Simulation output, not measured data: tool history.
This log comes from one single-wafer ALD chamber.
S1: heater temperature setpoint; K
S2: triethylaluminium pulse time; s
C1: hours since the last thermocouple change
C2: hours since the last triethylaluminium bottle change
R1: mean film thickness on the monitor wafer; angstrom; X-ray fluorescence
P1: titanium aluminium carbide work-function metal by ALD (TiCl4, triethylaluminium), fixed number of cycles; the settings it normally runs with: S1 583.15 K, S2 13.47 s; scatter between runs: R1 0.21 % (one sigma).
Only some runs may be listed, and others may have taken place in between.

run	hour	S1	S2	C1	C2	R1
1	4.5	583.15	13.47	563.7	1136.1	22.161
2	9.7	583.15	13.47	568.9	1141.3	22.299
3	13.7	566.15	13.47	572.9	1145.3	20.554
# hour 17.4: triethylaluminium bottle replaced
4	17.9	607.15	13.47	577.1	0.5	24.447
5	21.1	583.15	13.47	580.3	3.7	22.206
6	24.8	583.15	17.47	584.0	7.4	22.337
7	27.2	583.15	8.16	586.4	9.8	21.088
8	32.2	583.15	13.47	591.4	14.8	22.219
9	37.5	583.15	13.47	596.7	20.1	22.181
10	40.7	564.15	8.42	599.9	23.3	19.515
11	44.5	570.15	20.52	603.7	27.1	21.308
12	49.4	583.15	13.47	608.6	32.0	22.190
13	53.0	583.15	13.47	612.2	35.6	22.206
14	58.2	583.15	13.47	617.4	40.8	21.979

What will run 15 give?
15	60.9	583.15	13.47	620.1	43.5	?

{"run 15": {"R1": 21.93}}

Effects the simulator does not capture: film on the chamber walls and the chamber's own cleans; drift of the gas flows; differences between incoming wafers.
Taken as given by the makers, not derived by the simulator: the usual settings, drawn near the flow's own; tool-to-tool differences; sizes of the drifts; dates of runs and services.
